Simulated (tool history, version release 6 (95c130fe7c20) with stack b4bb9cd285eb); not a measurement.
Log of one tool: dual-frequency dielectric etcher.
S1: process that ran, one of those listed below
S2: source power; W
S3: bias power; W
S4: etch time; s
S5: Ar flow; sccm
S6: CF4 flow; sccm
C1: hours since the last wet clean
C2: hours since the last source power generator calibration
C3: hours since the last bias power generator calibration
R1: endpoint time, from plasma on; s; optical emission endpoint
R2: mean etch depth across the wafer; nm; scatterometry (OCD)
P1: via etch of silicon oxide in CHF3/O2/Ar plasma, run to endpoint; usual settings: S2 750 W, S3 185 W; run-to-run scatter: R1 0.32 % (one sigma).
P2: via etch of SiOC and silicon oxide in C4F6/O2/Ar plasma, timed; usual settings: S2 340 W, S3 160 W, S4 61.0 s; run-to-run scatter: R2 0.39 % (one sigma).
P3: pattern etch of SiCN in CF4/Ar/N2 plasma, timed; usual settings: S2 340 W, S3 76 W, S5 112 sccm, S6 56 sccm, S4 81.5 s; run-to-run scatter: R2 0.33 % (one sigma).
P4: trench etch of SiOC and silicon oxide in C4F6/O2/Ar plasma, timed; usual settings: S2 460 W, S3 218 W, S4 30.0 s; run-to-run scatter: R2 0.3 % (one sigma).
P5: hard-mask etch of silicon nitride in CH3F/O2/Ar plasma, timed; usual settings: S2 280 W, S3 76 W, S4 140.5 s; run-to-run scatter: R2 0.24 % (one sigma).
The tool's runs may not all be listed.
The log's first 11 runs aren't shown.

Run 12, day 2.117: S1 P1, S2 1020 W, S3 185 W; C1 354.6; C2 1111.7; C3 1497.4. Result: R1 292.34 s.
Run 13, day 2.229: S1 P3, S2 340 W, S3 44 W, S4 81.5 s, S5 112 sccm, S6 56 sccm; C1 357.3; C2 1114.4; C3 1500.1. Result: R2 44.143 nm.
Run 14, day 2.446: S1 P1, S2 750 W, S3 135 W; C1 362.5; C2 1119.6; C3 1505.3. Result: R1 362.86 s.
Run 15, day 2.633: S1 P5, S2 280 W, S3 76 W, S4 140.5 s; C1 367.0; C2 1124.1; C3 1509.8. Result: R2 88.021 nm.
Run 16, day 2.833: S1 P1, S2 750 W, S3 185 W; C1 371.8; C2 1128.9; C3 1514.6. Result: R1 327.64 s.
Run 17, day 2.975: S1 P4, S2 460 W, S3 218 W, S4 30.0 s; C1 375.2; C2 1132.3; C3 1518.0. Result: R2 64.718 nm.
Run 18, day 3.121: S1 P4, S2 460 W, S3 218 W, S4 21.0 s; C1 378.7; C2 1135.8; C3 1521.5. Result: R2 45.172 nm.
Run 19, day 3.288: S1 P1, S2 750 W, S3 218 W; C1 382.7; C2 1139.8; C3 1525.5. Result: R1 309.38 s.

Run 20 comes next. What will it give?
Run 20, day 3.421: S1 P1, S2 750 W, S3 185 W; C1 385.9; C2 1143.0; C3 1528.7. Result: R1 ?.

{"run 20": {"R1": 327.36}}

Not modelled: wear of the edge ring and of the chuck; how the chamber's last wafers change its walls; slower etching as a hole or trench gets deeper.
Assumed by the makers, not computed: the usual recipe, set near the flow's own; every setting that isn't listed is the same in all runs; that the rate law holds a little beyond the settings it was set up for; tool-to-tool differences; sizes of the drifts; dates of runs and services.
